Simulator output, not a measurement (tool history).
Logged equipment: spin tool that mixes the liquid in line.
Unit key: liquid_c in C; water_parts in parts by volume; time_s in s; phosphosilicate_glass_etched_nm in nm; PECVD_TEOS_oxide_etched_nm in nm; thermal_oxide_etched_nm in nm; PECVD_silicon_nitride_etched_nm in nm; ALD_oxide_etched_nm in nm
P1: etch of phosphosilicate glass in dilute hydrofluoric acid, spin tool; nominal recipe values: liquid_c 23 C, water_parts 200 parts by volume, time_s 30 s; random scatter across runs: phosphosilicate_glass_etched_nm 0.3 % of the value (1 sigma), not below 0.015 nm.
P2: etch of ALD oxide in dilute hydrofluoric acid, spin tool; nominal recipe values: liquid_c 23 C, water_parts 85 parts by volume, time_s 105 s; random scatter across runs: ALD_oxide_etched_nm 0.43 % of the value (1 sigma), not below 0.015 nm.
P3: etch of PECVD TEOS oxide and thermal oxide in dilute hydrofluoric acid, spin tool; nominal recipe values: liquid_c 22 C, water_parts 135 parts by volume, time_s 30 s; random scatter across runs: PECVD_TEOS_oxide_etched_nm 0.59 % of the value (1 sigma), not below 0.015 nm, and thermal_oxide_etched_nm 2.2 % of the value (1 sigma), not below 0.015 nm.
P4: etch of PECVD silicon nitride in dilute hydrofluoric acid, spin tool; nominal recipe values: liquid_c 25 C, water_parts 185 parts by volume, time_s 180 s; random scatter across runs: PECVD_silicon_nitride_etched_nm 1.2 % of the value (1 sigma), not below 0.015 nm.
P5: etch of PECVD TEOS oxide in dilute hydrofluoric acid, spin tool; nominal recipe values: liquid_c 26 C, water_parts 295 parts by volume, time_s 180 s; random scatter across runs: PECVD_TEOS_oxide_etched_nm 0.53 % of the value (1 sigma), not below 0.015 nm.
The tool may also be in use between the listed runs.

run,hour,process,liquid_c,water_parts,time_s,hours since the thermometer was replaced,hours since the hydrofluoric acid flow meter was replaced,phosphosilicate_glass_etched_nm,PECVD_TEOS_oxide_etched_nm,thermal_oxide_etched_nm,PECVD_silicon_nitride_etched_nm,ALD_oxide_etched_nm
1,3.8,P1,23,200,30,1063.8,610.4,12.315,,,,
2,9.4,P3,22,60,30,1069.4,616,,14.173,2.3274,,
3,12.9,P4,25,85,180,1072.9,619.5,,,,3.7038,
4,17.7,P3,28,135,30,1077.7,624.3,,7.1923,1.1301,,
5,22.9,P1,28.5,200,15,1082.9,629.5,7.524,,,,
6,26.7,P2,23,85,105,1086.7,633.3,,,,,38.674
7,31.1,P1,23,40,30,1091.1,637.7,74.31,,,,
8,36.1,P5,26,295,15,1096.1,642.7,,0.40077,,,
9,40.2,P5,31,295,180,1100.2,646.8,,5.3084,,,
10,43.9,P1,23,305,30,1103.9,650.5,7.2247,,,,
11,49.7,P1,23,200,50,1109.7,656.3,20.555,,,,
12,55.8,P5,26,295,180,1115.8,662.4,,4.5144,,,
13,59.9,P2,31,85,105,1119.9,666.5,,,,,52.704
14,62.7,P3,22,135,30,1122.7,669.3,,5.6828,0.94065,,
15,67.3,P1,17,95,30,1127.3,673.9,22.805,,,,
16,70.5,P4,17.5,185,180,1130.5,677.1,,,,1.0625,
17,75.1,P5,26,55,180,1135.1,681.7,,31.989,,,
18,78.3,P1,23,200,30,1138.3,684.9,12.354,,,,
19,83.9,P2,23,85,105,1143.9,690.5,,,,,38.659
20,86.9,P1,17,200,30,1146.9,693.5,9.7153,,,,
21,91.6,P5,26,295,180,1151.6,698.2,,4.4661,,,
22,96.8,P2,23,85,15,1156.8,703.4,,,,,5.5167
23,102.2,P1,23,200,30,1162.2,708.8,12.296,,,,

What does the tool deliver on the next run?
24,105.7,P3,22,135,65,1165.7,712.3,,?,?,,

{"run 24": {"PECVD_TEOS_oxide_etched_nm": 12.465, "thermal_oxide_etched_nm": 2.0385}}
